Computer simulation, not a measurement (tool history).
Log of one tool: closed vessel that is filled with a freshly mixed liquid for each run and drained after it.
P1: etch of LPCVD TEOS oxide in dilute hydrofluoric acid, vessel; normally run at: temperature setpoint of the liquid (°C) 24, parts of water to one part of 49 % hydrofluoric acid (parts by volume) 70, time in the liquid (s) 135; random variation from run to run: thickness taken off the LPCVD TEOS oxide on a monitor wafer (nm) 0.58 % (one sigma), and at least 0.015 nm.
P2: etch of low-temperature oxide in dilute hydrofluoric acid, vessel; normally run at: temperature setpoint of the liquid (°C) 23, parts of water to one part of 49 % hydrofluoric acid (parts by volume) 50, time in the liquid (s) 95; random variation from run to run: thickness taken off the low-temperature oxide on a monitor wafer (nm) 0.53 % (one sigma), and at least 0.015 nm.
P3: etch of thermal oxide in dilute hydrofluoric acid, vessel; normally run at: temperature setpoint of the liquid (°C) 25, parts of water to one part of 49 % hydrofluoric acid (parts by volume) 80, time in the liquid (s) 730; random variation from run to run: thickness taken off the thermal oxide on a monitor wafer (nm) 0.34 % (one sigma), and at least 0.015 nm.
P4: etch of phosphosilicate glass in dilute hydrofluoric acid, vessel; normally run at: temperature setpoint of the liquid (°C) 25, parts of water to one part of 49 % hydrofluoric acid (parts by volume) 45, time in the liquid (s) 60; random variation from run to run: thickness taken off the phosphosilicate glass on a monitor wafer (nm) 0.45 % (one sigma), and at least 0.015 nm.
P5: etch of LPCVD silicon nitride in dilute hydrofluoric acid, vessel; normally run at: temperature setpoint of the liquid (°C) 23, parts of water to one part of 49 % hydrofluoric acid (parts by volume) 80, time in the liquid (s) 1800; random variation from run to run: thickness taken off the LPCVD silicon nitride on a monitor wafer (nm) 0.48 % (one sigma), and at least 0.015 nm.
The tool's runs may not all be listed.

run     day  process that ran  temperature setpoint of the liquid (°C)  parts of water to one part of 49 % hydrofluoric acid (parts by volume)  time in the liquid (s)  hours since the thermometer was replaced  hours since the hydrofluoric acid flow meter was replaced  thickness taken off the LPCVD TEOS oxide on a monitor wafer (nm)  thickness taken off the phosphosilicate glass on a monitor wafer (nm)  thickness taken off the LPCVD silicon nitride on a monitor wafer (nm)  thickness taken off the thermal oxide on a monitor wafer (nm)  thickness taken off the low-temperature oxide on a monitor wafer (nm)
  1   0.454                P1                                       24                                                                      70                     135                                     351.1                                                      939.3                                                            41.338
  2   0.838                P4                                       29                                                                      45                      60                                     360.3                                                      948.5                                                                                                                                   241.63
  3   1.267                P1                                       24                                                                     125                     260                                     370.6                                                      958.8                                                            42.324
  4   1.529                P5                                       23                                                                      80                     795                                     376.9                                                      965.1                                                                                                                                                                                                          4.0335
  5   2.025                P1                                       24                                                                      70                     230                                     388.8                                                        977                                                            70.566
  6   2.467                P1                                       24                                                                      70                     135                                     399.4                                                      987.6                                                            41.484
  7   2.862                P4                                       25                                                                      45                      60                                     408.9                                                      997.1                                                                                                                                   210.18
  8   3.221                P1                                       24                                                                      20                     135                                     417.5                                                     1005.7                                                            155.21
  9   3.538                P1                                       24                                                                      70                     135                                     425.1                                                     1013.3                                                            41.661
 10   3.812                P1                                       24                                                                      70                     135                                     431.7                                                     1019.9                                                            41.717
 11   4.321                P3                                       25                                                                      80                    1195                                     443.9                                                     1032.1                                                                                                                                                                                                                                                                         72.446
 12   4.546                P2                                     28.5                                                                      50                      95                                     449.3                                                     1037.5                                                                                                                                                                                                                                                                                                                                                41.035
 13   4.804                P3                                       25                                                                      20                     730                                     455.5                                                     1043.7                                                                                                                                                                                                                                                                         192.31
 14   5.096                P1                                     19.5                                                                      70                     135                                     462.5                                                     1050.7                                                            34.247
 15   5.488                P4                                       25                                                                      45                      60                                     471.9                                                     1060.1                                                                                                                                   208.61
 16   5.838                P5                                       23                                                                      80                    1800                                     480.3                                                     1068.5                                                                                                                                                                                                          9.1821
 17    6.25                P1                                     19.5                                                                      45                     135                                     490.2                                                     1078.4                                                            55.441
 18   6.612                P2                                       23                                                                      80                      95                                     498.9                                                     1087.1                                                                                                                                                                                                                                                                                                                                                19.896
 19   7.067                P1                                       24                                                                      70                      50                                     509.8                                                       1098                                                            15.237
 20   7.396                P1                                     28.5                                                                      70                     135                                     517.7                                                     1105.9                                                            49.823
 21   7.896                P3                                     29.5                                                                      80                     730                                     529.7                                                     1117.9                                                                                                                                                                                                                                                                         52.712
 22   8.346                P5                                     27.5                                                                      80                    1800                                     540.5                                                     1128.7                                                                                                                                                                                                          12.316
 23   8.633                P2                                       23                                                                      50                      95                                     547.4                                                     1135.6                                                                                                                                                                                                                                                                                                                                                33.016
 24   8.883                P1                                       24                                                                     100                     135                                     553.4                                                     1141.6                                                            27.713
 25   9.367                P5                                       23                                                                     130                    1800                                       565                                                     1153.2                                                                                                                                                                                                          5.6638
 26   9.688                P3                                       25                                                                      80                     730                                     572.7                                                     1160.9                                                                                                                                                                                                                                                                          44.34
 27   9.938                P4                                       25                                                                      60                      60                                     578.7                                                     1166.9                                                                                                                                   151.49
 28  10.342                P1                                       24                                                                      70                     135                                     588.4                                                     1176.6                                                             41.53

The next listed run, before its measurement:
 29  10.858                P4                                       25                                                                      45                     105                                     600.8                                                       1189                                                                                                                                        ?

Run 29 gave thickness taken off the phosphosilicate glass on a monitor wafer (nm) 364.17.
